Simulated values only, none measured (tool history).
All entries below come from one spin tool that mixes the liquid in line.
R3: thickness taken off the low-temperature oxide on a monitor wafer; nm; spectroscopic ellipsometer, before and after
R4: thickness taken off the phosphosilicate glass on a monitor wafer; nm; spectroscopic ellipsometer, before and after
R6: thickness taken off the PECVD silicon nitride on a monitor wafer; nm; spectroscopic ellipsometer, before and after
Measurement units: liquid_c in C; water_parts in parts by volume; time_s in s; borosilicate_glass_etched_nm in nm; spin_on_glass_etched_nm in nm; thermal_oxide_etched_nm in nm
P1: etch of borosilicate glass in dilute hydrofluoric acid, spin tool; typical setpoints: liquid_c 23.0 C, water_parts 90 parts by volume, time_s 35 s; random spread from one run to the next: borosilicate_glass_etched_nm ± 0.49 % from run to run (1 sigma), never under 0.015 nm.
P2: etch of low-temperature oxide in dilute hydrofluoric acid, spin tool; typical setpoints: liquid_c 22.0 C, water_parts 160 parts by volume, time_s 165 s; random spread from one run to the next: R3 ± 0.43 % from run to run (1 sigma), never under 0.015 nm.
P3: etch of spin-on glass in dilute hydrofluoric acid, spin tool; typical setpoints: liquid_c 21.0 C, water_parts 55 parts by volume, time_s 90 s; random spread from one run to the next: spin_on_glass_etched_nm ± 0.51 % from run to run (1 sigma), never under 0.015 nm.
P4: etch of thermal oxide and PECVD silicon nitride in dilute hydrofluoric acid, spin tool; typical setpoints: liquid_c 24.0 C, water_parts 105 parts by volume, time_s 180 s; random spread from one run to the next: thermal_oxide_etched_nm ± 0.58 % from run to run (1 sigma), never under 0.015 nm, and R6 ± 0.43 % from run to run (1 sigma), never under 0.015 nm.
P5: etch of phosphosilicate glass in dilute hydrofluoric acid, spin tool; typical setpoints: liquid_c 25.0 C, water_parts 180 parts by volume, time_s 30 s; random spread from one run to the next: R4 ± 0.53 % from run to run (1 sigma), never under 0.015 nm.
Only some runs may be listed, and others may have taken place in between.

{"run": 1, "hour": 8.9, "process": "P1", "liquid_c": 23.0, "water_parts": 90, "time_s": 35, "borosilicate_glass_etched_nm": 6.7747}
{"run": 2, "hour": 21.0, "process": "P1", "liquid_c": 27.5, "water_parts": 90, "time_s": 35, "borosilicate_glass_etched_nm": 7.9648}
{"run": 3, "hour": 26.7, "process": "P1", "liquid_c": 23.0, "water_parts": 165, "time_s": 35, "borosilicate_glass_etched_nm": 3.3914}
{"run": 4, "hour": 33.4, "process": "P3", "liquid_c": 21.0, "water_parts": 55, "time_s": 15, "spin_on_glass_etched_nm": 9.1335}
{"run": 5, "hour": 39.1, "process": "P1", "liquid_c": 23.0, "water_parts": 90, "time_s": 35, "borosilicate_glass_etched_nm": 6.7547}
{"run": 6, "hour": 50.7, "process": "P2", "liquid_c": 30.0, "water_parts": 160, "time_s": 165, "R3": 43.016}
{"run": 7, "hour": 62.7, "process": "P3", "liquid_c": 21.0, "water_parts": 55, "time_s": 90, "spin_on_glass_etched_nm": 54.518}
{"run": 8, "hour": 69.6, "process": "P5", "liquid_c": 25.0, "water_parts": 180, "time_s": 55, "R4": 37.535}
{"run": 9, "hour": 78.5, "process": "P5", "liquid_c": 25.0, "water_parts": 100, "time_s": 30, "R4": 40.959}
{"run": 10, "hour": 86.4, "process": "P4", "liquid_c": 24.0, "water_parts": 105, "time_s": 180, "thermal_oxide_etched_nm": 7.9011, "R6": 9.5025}
{"run": 11, "hour": 96.3, "process": "P4", "liquid_c": 24.0, "water_parts": 175, "time_s": 180, "thermal_oxide_etched_nm": 4.427, "R6": 5.7932}
{"run": 12, "hour": 103.8, "process": "P5", "liquid_c": 25.0, "water_parts": 180, "time_s": 30, "R4": 20.797}
{"hour": 107.4, "done": "hydrofluoric acid flow meter replaced"}
{"run": 13, "hour": 113.5, "process": "P1", "liquid_c": 23.0, "water_parts": 90, "time_s": 35, "borosilicate_glass_etched_nm": 6.707}
{"run": 14, "hour": 121.0, "process": "P5", "liquid_c": 20.5, "water_parts": 180, "time_s": 30, "R4": 17.478}
{"run": 15, "hour": 129.2, "process": "P1", "liquid_c": 18.0, "water_parts": 90, "time_s": 35, "borosilicate_glass_etched_nm": 5.4869}
{"run": 16, "hour": 138.6, "process": "P1", "liquid_c": 23.0, "water_parts": 45, "time_s": 35, "borosilicate_glass_etched_nm": 14.264}
{"run": 17, "hour": 145.7, "process": "P3", "liquid_c": 21.0, "water_parts": 95, "time_s": 90, "spin_on_glass_etched_nm": 29.995}
{"run": 18, "hour": 153.0, "process": "P1", "liquid_c": 23.0, "water_parts": 90, "time_s": 15, "borosilicate_glass_etched_nm": 2.8874}
{"run": 19, "hour": 162.8, "process": "P2", "liquid_c": 22.0, "water_parts": 160, "time_s": 15, "R3": 2.9273}
{"run": 20, "hour": 169.8, "process": "P1", "liquid_c": 19.5, "water_parts": 20, "time_s": 35, "borosilicate_glass_etched_nm": 28.551}
{"run": 21, "hour": 181.8, "process": "P2", "liquid_c": 22.0, "water_parts": 25, "time_s": 165, "R3": 238.56}
{"run": 22, "hour": 192.1, "process": "P2", "liquid_c": 22.0, "water_parts": 160, "time_s": 165, "R3": 31.839}
{"run": 23, "hour": 202.1, "process": "P4", "liquid_c": 24.0, "water_parts": 105, "time_s": 275, "thermal_oxide_etched_nm": 12.123, "R6": 14.518}
{"run": 24, "hour": 209.3, "process": "P1", "liquid_c": 23.0, "water_parts": 90, "time_s": 65, "borosilicate_glass_etched_nm": 12.469}
{"run": 25, "hour": 221.1, "process": "P3", "liquid_c": 17.0, "water_parts": 55, "time_s": 90, "spin_on_glass_etched_nm": 45.703}
{"run": 26, "hour": 233.1, "process": "P1", "liquid_c": 23.0, "water_parts": 90, "time_s": 35, "borosilicate_glass_etched_nm": 6.7624}
{"run": 27, "hour": 239.4, "process": "P4", "liquid_c": 32.5, "water_parts": 105, "time_s": 180, "thermal_oxide_etched_nm": 11.018, "R6": 16.464}
{"run": 28, "hour": 251.3, "process": "P2", "liquid_c": 22.0, "water_parts": 160, "time_s": 165, "R3": 32.026}
{"run": 29, "hour": 261.5, "process": "P1", "liquid_c": 23.0, "water_parts": 90, "time_s": 35, "borosilicate_glass_etched_nm": 6.6694}
{"run": 30, "hour": 267.3, "process": "P1", "liquid_c": 23.0, "water_parts": 90, "time_s": 35, "borosilicate_glass_etched_nm": 6.6261}
{"run": 31, "hour": 279.3, "process": "P1", "liquid_c": 23.0, "water_parts": 90, "time_s": 35, "borosilicate_glass_etched_nm": 6.4058}
{"run": 32, "hour": 285.5, "process": "P1", "liquid_c": 23.0, "water_parts": 90, "time_s": 35, "borosilicate_glass_etched_nm": 6.2889}
{"run": 33, "hour": 293.3, "process": "P1", "liquid_c": 23.0, "water_parts": 90, "time_s": 35, "borosilicate_glass_etched_nm": 6.2001}
{"run": 34, "hour": 301.7, "process": "P1", "liquid_c": 23.0, "water_parts": 90, "time_s": 35, "borosilicate_glass_etched_nm": 6.2016}
{"run": 35, "hour": 308.5, "process": "P1", "liquid_c": 23.0, "water_parts": 90, "time_s": 35, "borosilicate_glass_etched_nm": 6.1304}
{"run": 36, "hour": 315.8, "process": "P1", "liquid_c": 23.0, "water_parts": 90, "time_s": 35, "borosilicate_glass_etched_nm": 6.1011}
{"run": 37, "hour": 325.2, "process": "P1", "liquid_c": 23.0, "water_parts": 90, "time_s": 35, "borosilicate_glass_etched_nm": 6.1791}
{"run": 38, "hour": 331.8, "process": "P1", "liquid_c": 23.0, "water_parts": 90, "time_s": 35, "borosilicate_glass_etched_nm": 6.1835}

The log shows P1 creeping away from where it was. Any of the 2 causes listed here, at the size stated for it, fits the log just as well as the others:
A: liquid colder than its thermometer reads (K) = 2.22
B: hydrofluoric acid flow below the setpoint (%) = 7.78
At approximately hour 261.5, the process output began to creep.

Below are 4 check runs, each on a single wafer, with their results shown as question marks. Which of them would tell the listed causes apart, meaning the causes would give clearly different results under it?
{"run": "check 1", "hour": 338.4, "process": "P4", "liquid_c": 32.0, "water_parts": 105, "time_s": 180, "thermal_oxide_etched_nm": "?", "R6": "?"}
{"run": "check 2", "hour": 338.4, "process": "P5", "liquid_c": 21.0, "water_parts": 180, "time_s": 30, "R4": "?"}
{"run": "check 3", "hour": 338.4, "process": "P3", "liquid_c": 21.0, "water_parts": 95, "time_s": 90, "spin_on_glass_etched_nm": "?"}
{"run": "check 4", "hour": 338.4, "process": "P2", "liquid_c": 22.0, "water_parts": 160, "time_s": 90, "R3": "?"}

What every check run would give for each of its results, assuming each possible cause in turn:
check=check_1 result=thermal_oxide_etched_nm if_A=9.9188 if_B=9.8031
check=check_1 result=R6 if_A=13.8480 if_B=14.6420
check=check_2 result=R4 if_A=16.277 if_B=16.121
check=check_3 result=spin_on_glass_etched_nm if_A=27.4220 if_B=27.4620
check=check_4 result=R3 if_A=16.0100 if_B=15.8760
Per check, the gap between the least separated pair of causes, taken in the result that splits them most: check 1 5.57 %; check 2 0.96 %; check 3 0.14 %; check 4 0.84 %
The causes can be told apart only by check 1. The other checks would give nearly the same results under each of them.

Running check 1 produced the following: thermal_oxide_etched_nm 9.8566 nm; R6 13.7980 nm. Which one of the listed causes fits?

Of the candidate causes, it is A: liquid colder than its thermometer reads (K).
